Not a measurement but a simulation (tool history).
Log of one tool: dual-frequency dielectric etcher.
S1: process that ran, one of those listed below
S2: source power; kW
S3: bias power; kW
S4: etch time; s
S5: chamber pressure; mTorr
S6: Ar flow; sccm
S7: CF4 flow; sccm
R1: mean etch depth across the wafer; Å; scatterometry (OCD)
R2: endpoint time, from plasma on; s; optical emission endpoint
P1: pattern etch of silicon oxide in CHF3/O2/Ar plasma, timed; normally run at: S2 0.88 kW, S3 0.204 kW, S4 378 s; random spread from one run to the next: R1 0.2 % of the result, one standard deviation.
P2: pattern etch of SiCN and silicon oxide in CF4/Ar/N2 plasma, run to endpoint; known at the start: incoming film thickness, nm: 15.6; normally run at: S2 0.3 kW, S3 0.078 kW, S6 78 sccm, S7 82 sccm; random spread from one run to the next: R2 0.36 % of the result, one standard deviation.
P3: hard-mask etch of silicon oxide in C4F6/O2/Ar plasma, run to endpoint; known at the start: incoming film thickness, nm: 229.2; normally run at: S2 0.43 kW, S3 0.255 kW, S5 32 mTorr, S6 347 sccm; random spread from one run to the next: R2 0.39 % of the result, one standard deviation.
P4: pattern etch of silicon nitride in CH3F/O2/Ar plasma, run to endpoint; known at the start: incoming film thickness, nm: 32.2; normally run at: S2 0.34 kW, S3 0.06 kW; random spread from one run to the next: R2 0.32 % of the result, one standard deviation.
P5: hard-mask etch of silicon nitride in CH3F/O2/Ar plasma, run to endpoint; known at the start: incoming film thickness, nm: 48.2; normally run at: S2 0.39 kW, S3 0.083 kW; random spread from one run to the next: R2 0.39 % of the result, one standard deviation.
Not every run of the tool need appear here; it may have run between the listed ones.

run   hour  S1    S2     S3     S4  S5   S6  S7      R1      R2
  1    9.5  P1  0.88  0.204    378               9026.5
  2   23.2  P1  0.88  0.265    293               7681.9
  3   40.1  P1  0.88  0.204    378               9024.6
  4   53.3  P1  0.88  0.204    378               9043.1
  5   68.7  P1  0.88  0.204    489                11749
  6   85.5  P3  0.43  0.255         32  487              67.877
  7   93.7  P5  0.39  0.083                              66.652
  8  104.9  P4  0.34  0.081                               47.28
  9  122.8  P1  0.52  0.204    378               7388.9
 10  140.6  P1  0.88  0.204  211.5               5065.4
 11  158.3  P3  0.43  0.255         32  347              65.925
 12  170.6  P5  0.28  0.083                              75.176
 13  184.4  P3  0.43  0.255         26  347              64.061
       189  -- bias power generator calibrated
 14  196.6  P3  0.26  0.255         32  347              79.902
 15  212.5  P1  1.19  0.204  238.5               6414.2
 16  229.8  P1  0.88  0.287    378                10162
 17  243.3  P3  0.43  0.342         32  347              59.187
 18    254  P2  0.43  0.078              78  82          17.185
 19  266.5  P1  1.11  0.204    378               9853.3
 20  280.9  P5  0.39  0.083                              65.943
 21  294.3  P1  0.88  0.204    378               9015.6
 22  308.8  P4  0.44   0.06                              47.297
 23  321.5  P5  0.39   0.11                              60.197
 24  337.5  P2   0.3  0.078              99  82          24.328
 25  350.1  P2   0.3  0.048              78  82          27.388
 26  360.3  P1  0.88  0.204    378               9042.7
 27  376.9  P2   0.3  0.078              78  97          23.124
 28  386.7  P4  0.34   0.06                              52.357
 29  400.4  P1  0.88  0.148    378                 8138
 30  409.8  P1  0.88  0.204    378               9055.6
 31  418.1  P2   0.3  0.078              78  82          23.546
 32  432.7  P1  0.88  0.204    378               9093.5
 33  444.4  P1  0.88  0.204    378               9026.8
 34  459.8  P1  0.88  0.204    378               8931.3
 35  469.1  P1  0.88  0.204    378               8980.7
 36  485.6  P1  0.88  0.204    378               8936.8
 37  500.2  P1  0.88  0.204    378               8884.8
     502.6  -- wet clean of the chamber
 38  512.7  P1  0.88  0.204    378               8900.3
 39  524.4  P1  0.88  0.204    378               8931.9
 40  538.5  P1  0.88  0.204    378               8916.4

The log shows P1 creeping away from where it was. Any of the 2 causes listed here, at the size stated for it, fits the log just as well as the others:
A: source power that arrives under what is set, % = 3.77
B: bias power that arrives under what is set, % = 4.31
The onset of the drift is placed at about hour 432.7.
All other causes, with the reason each is excluded:
chamber walls in a state that lowers the etch rate, %: serviced after onset, at hour 502.6, with no recovery of the prior output

Below are 4 check runs, each averaged over 2 wafers, with their results shown as question marks. Which of them would give clearly different results depending on which cause is behind the drift?
check 1  552.6  P5  0.31  0.083                        ?
check 2  552.6  P4  0.34  0.071                        ?
check 3  552.6  P2   0.3  0.056           93  82       ?
check 4  552.6  P3  0.43  0.323      32  347           ?

What every check run would give for each of its results, assuming each possible cause in turn:
  check  result    if A    if B
check 1      R2  73.525   73.63
check 2      R2  50.122  50.154
check 3      R2  27.913  27.354
check 4      R2  61.303   61.36
Gap, in per cent, between the two causes that each check separates least, read from the result that separates them most: check 1 0.14 %; check 2 0.06 %; check 3 2.02 %; check 4 0.09 %
Of the check runs offered, only check 3 discriminates between the causes; the rest would read about the same regardless of which cause applies.

Check 3 was then run and gave: R2 27.345 s. Which cause is it?

B is the cause: bias power that arrives under what is set, %.
